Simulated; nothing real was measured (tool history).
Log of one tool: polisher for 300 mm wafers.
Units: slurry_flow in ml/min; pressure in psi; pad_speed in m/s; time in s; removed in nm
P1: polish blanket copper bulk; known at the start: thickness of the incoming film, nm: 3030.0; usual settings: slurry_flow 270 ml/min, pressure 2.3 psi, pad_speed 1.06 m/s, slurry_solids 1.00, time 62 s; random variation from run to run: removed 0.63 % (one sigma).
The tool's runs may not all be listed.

run	hour	slurry_flow	pressure	pad_speed	slurry_solids	time	wafers polished on this pad	hours since the slurry nozzle was cleaned	hours since the head pressure was calibrated	hours since the slurry blender was calibrated	removed
1	4.6	270	2.3	1.06	1.00	62	794	247.1	206.7	32.7	543.67
2	10.5	270	2.3	1.06	1.00	93	847	253.0	212.6	38.6	816.79
3	17.8	175	2.3	1.50	1.00	62	911	260.3	219.9	45.9	731.98
4	23.8	270	2.3	1.06	1.00	39	964	266.3	225.9	51.9	345.04
5	33.2	270	2.3	1.06	1.00	62	1047	275.7	235.3	61.3	550.83
6	41.7	395	2.3	1.06	1.00	62	1123	284.2	243.8	69.8	557.15
7	47.0	270	2.3	0.68	1.00	62	1169	289.5	249.1	75.1	351.39
8	57.2	270	2.3	1.06	1.00	62	1260	299.7	259.3	85.3	541.42
9	64.0	270	2.3	1.06	1.50	62	1320	306.5	266.1	92.1	594.61
10	70.7	270	2.3	1.06	0.70	62	1379	313.2	272.8	98.8	504.05
11	81.0	270	2.3	1.06	1.00	62	1470	323.5	283.1	109.1	547.36
12	90.1	270	1.5	1.06	1.00	62	1551	332.6	292.2	118.2	354.60
13	94.9	270	2.3	1.06	1.00	62	1593	337.4	297.0	123.0	541.54
14	104.4	270	1.7	1.06	1.25	62	1677	346.9	306.5	132.5	426.21
15	110.3	270	2.3	1.70	1.00	62	1729	352.8	312.4	138.4	873.37
16	115.9	160	2.3	1.06	1.00	62	1779	358.4	318.0	144.0	506.90
17	124.8	270	3.1	1.06	1.00	62	1857	367.3	326.9	152.9	733.00
18	131.9	270	2.3	1.06	1.00	62	1920	374.4	334.0	160.0	546.95

Forecast run 19:
19	140.8	270	2.3	1.06	1.00	62	1999	383.3	342.9	168.9	?

Run 19 gave removed 535.26 nm.
